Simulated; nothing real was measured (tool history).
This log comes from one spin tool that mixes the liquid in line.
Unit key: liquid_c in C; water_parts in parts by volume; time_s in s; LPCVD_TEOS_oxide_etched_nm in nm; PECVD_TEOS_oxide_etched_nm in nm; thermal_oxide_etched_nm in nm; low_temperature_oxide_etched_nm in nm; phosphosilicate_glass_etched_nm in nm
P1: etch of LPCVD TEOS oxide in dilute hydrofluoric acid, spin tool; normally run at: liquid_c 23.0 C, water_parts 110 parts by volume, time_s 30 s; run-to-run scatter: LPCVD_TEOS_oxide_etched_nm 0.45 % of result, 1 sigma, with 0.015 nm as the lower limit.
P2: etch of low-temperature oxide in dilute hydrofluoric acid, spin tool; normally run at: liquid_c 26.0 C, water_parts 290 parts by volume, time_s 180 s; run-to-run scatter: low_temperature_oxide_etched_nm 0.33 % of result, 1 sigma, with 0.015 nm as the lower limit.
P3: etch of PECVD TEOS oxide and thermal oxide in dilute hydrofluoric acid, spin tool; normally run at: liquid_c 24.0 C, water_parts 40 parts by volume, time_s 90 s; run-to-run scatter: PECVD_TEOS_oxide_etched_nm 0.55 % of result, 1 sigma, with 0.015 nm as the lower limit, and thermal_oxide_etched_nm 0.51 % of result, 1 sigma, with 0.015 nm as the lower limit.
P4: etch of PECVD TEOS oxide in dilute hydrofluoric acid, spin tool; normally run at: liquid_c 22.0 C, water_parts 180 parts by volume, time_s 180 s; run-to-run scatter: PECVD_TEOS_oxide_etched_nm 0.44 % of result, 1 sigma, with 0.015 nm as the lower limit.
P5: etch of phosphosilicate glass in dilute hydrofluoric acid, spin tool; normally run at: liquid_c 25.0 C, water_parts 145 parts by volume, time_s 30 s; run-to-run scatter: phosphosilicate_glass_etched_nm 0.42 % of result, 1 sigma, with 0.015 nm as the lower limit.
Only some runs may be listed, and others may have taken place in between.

run,day,process,liquid_c,water_parts,time_s,hours since the thermometer was replaced,hours since the hydrofluoric acid flow meter was replaced,LPCVD_TEOS_oxide_etched_nm,PECVD_TEOS_oxide_etched_nm,thermal_oxide_etched_nm,low_temperature_oxide_etched_nm,phosphosilicate_glass_etched_nm
1,0.488,P1,23.0,110,30,1189.3,201.7,7.5634,,,,
2,1.192,P1,30.0,110,30,1206.2,218.6,10.0500,,,,
3,1.754,P1,23.0,110,30,1219.7,232.1,7.7035,,,,
4,2.400,P3,24.0,40,90,1235.2,247.6,,56.4490,11.900,,
5,2.812,P4,18.0,180,180,1245.1,257.5,,11.0550,,,
6,3.400,P4,22.0,180,15,1259.2,271.6,,1.0753,,,
7,3.733,P4,22.0,255,180,1267.2,279.6,,8.4252,,,
8,4.242,P1,23.0,200,30,1279.4,291.8,3.8477,,,,
9,4.650,P1,23.0,170,60,1289.2,301.6,9.3257,,,,
10,5.112,P1,29.5,75,30,1300.3,312.7,15.2110,,,,
11,5.433,P2,26.0,290,180,1308.0,320.4,,,,12.978,
12,5.758,P1,23.0,110,30,1315.8,328.2,7.6574,,,,
13,6.100,P3,24.0,40,135,1324.0,336.4,,84.4840,17.619,,
14,6.671,P2,26.0,70,180,1337.7,350.1,,,,69.772,
15,7.183,P1,23.0,110,30,1350.0,362.4,7.6273,,,,
16,7.683,P1,23.0,110,50,1362.0,374.4,12.6860,,,,
17,8.396,P2,26.0,290,320,1379.1,391.5,,,,23.201,
18,8.871,P5,29.5,145,30,1390.5,402.9,,,,,25.534
19,9.417,P4,22.0,180,180,1403.6,416.0,,12.7930,,,
20,9.742,P3,24.0,20,90,1411.4,423.8,,116.7100,24.250,,
21,10.079,P3,24.0,40,90,1419.5,431.9,,56.3600,11.827,,
22,10.796,P2,34.0,290,180,1436.7,449.1,,,,16.981,
23,11.442,P2,26.0,290,180,1452.2,464.6,,,,13.038,
24,11.942,P5,25.0,260,30,1464.2,476.6,,,,,10.639
25,12.425,P1,23.0,45,45,1475.8,488.2,30.4730,,,,
26,12.921,P1,23.0,110,30,1487.7,500.1,7.6644,,,,
27,13.558,P5,25.0,145,30,1503.0,515.4,,,,,21.628
28,13.983,P1,23.0,110,15,1513.2,525.6,3.8270,,,,
29,14.542,P1,23.0,35,30,1526.6,539.0,26.4300,,,,
30,14.892,P5,25.0,145,60,1535.0,547.4,,,,,43.079
31,15.446,P4,22.0,180,180,1548.3,560.7,,12.7940,,,
32,15.929,P1,23.0,110,30,1559.9,572.3,7.6840,,,,
33,16.300,P1,17.0,110,30,1568.8,581.2,5.9947,,,,
34,16.975,P1,23.0,110,30,1585.0,597.4,7.6690,,,,
35,17.567,P3,31.0,40,90,1599.2,611.6,,75.5010,15.755,,
36,18.079,P1,23.0,110,30,1611.5,623.9,7.5982,,,,
37,18.488,P1,23.0,110,30,1621.3,633.7,7.8525,,,,
38,19.071,P1,23.0,110,30,1635.3,647.7,7.9250,,,,
39,19.408,P1,23.0,110,30,1643.4,655.8,8.1083,,,,
40,19.871,P1,23.0,110,30,1654.5,666.9,8.2071,,,,
41,20.546,P1,23.0,110,30,1670.7,683.1,8.2323,,,,
42,21.246,P1,23.0,110,30,1687.5,699.9,8.2426,,,,
43,21.879,P1,23.0,110,30,1702.7,715.1,8.2425,,,,
44,22.583,P1,23.0,110,30,1719.6,732.0,8.2528,,,,
45,23.279,P1,23.0,110,30,1736.3,748.7,8.2888,,,,

What P1 gives has crept off from where it sat before. The 2 causes that follow fit the log equally well, each at the size noted:
A: hydrofluoric acid flow above the setpoint (%) = 7.67
B: liquid hotter than its thermometer reads (K) = 2.12
Onset of the creep was near day 18.079.

Listed below are the offered check runs, one wafer per run, with question marks in place of results. For which of them would the causes give clearly different outcomes?
check 1,23.975,P2,33.0,290,305,,,,,,?,
check 2,23.975,P3,30.0,20,90,,,,?,?,,
check 3,23.975,P5,25.0,145,55,,,,,,,?
check 4,23.975,P4,22.0,180,70,,,,?,,,

What each check would give under each cause:
check,result,if A,if B
check 1,low_temperature_oxide_etched_nm,30.642,29.642
check 2,PECVD_TEOS_oxide_etched_nm,160.4200,161.9000
check 2,thermal_oxide_etched_nm,33.479,33.787
check 3,phosphosilicate_glass_etched_nm,42.961,42.683
check 4,PECVD_TEOS_oxide_etched_nm,5.4624,5.4229
Minimum pairwise separation of causes per check, each pair taken at its best-separating result: check 1 3.32 %; check 2 0.92 %; check 3 0.65 %; check 4 0.73 %
Of the check runs offered, only check 1 discriminates between the causes; the rest would read about the same regardless of which cause applies.

The results of check 1 are: low_temperature_oxide_etched_nm 29.561 nm. Based on these, which of the listed causes is it?

It is B: liquid hotter than its thermometer reads (K).
